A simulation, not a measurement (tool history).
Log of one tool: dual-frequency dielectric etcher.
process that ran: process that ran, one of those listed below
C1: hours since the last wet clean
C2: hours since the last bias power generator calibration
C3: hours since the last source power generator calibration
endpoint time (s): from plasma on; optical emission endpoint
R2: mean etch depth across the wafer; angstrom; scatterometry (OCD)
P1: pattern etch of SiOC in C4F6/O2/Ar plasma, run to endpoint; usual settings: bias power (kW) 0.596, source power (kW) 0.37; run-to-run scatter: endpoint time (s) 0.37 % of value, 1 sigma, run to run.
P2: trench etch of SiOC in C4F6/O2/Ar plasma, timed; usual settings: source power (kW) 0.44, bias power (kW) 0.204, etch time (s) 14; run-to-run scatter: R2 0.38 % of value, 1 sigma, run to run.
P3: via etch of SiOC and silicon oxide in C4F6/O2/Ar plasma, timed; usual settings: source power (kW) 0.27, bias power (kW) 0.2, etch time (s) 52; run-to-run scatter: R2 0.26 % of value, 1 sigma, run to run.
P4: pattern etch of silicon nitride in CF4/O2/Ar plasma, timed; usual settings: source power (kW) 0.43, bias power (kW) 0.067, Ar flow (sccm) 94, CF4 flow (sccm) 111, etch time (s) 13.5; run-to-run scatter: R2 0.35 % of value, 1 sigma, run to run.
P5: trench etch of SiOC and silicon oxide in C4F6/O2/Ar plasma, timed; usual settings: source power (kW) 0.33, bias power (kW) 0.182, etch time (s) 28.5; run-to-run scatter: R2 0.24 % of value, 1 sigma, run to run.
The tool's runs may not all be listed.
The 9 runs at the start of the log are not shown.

Run 10, day 5.012: process that ran P3, bias power (kW) 0.2, source power (kW) 0.27, etch time (s) 63.5; C1 325; C2 1671.8; C3 1094.5. Result: R2 621.07 angstrom.
Run 11, day 5.338: process that ran P2, bias power (kW) 0.204, source power (kW) 0.44, etch time (s) 14; C1 332.8; C2 1679.6; C3 1102.3. Result: R2 313.04 angstrom.
Run 12, day 5.767: process that ran P2, bias power (kW) 0.204, source power (kW) 0.44, etch time (s) 19; C1 343.1; C2 1689.9; C3 1112.6. Result: R2 429.57 angstrom.
Run 13, day 6.229: process that ran P5, bias power (kW) 0.112, source power (kW) 0.33, etch time (s) 28.5; C1 354.2; C2 1701; C3 1123.7. Result: R2 454.02 angstrom.
Run 14, day 6.871: process that ran P2, bias power (kW) 0.285, source power (kW) 0.44, etch time (s) 14; C1 369.6; C2 1716.4; C3 1139.1. Result: R2 353.33 angstrom.
Run 15, day 7.321: process that ran P1, bias power (kW) 0.469, source power (kW) 0.46; C1 380.4; C2 1727.2; C3 1149.9. Result: endpoint time (s) 8.8013.
Run 16, day 7.833: process that ran P3, bias power (kW) 0.2, source power (kW) 0.34, etch time (s) 52; C1 392.7; C2 1739.5; C3 1162.2. Result: R2 557.86 angstrom.
Run 17, day 8.471: process that ran P5, bias power (kW) 0.182, source power (kW) 0.33, etch time (s) 28.5; C1 408; C2 1754.8; C3 1177.5. Result: R2 524.01 angstrom.
Run 18, day 9.012: process that ran P4, bias power (kW) 0.067, source power (kW) 0.43, etch time (s) 17.5, Ar flow (sccm) 94, CF4 flow (sccm) 111; C1 421; C2 1767.8; C3 1190.5. Result: R2 338.81 angstrom.
Run 19, day 9.658: process that ran P1, bias power (kW) 0.596, source power (kW) 0.37; C1 436.5; C2 1783.3; C3 1206. Result: endpoint time (s) 8.6872.
Run 20, day 10.188: process that ran P1, bias power (kW) 0.596, source power (kW) 0.37; C1 449.2; C2 1796; C3 1218.7. Result: endpoint time (s) 8.7385.
At day 10.308: source power generator calibrated.
Run 21, day 10.838: process that ran P1, bias power (kW) 0.393, source power (kW) 0.37; C1 464.8; C2 1811.6; C3 12.8. Result: endpoint time (s) 10.176.

What does the tool deliver on the next run?
Run 22, day 11.308: process that ran P3, bias power (kW) 0.2, source power (kW) 0.27, etch time (s) 52; C1 476.1; C2 1822.9; C3 24.1. Result: R2 ?.

R2: 508.53 angstrom

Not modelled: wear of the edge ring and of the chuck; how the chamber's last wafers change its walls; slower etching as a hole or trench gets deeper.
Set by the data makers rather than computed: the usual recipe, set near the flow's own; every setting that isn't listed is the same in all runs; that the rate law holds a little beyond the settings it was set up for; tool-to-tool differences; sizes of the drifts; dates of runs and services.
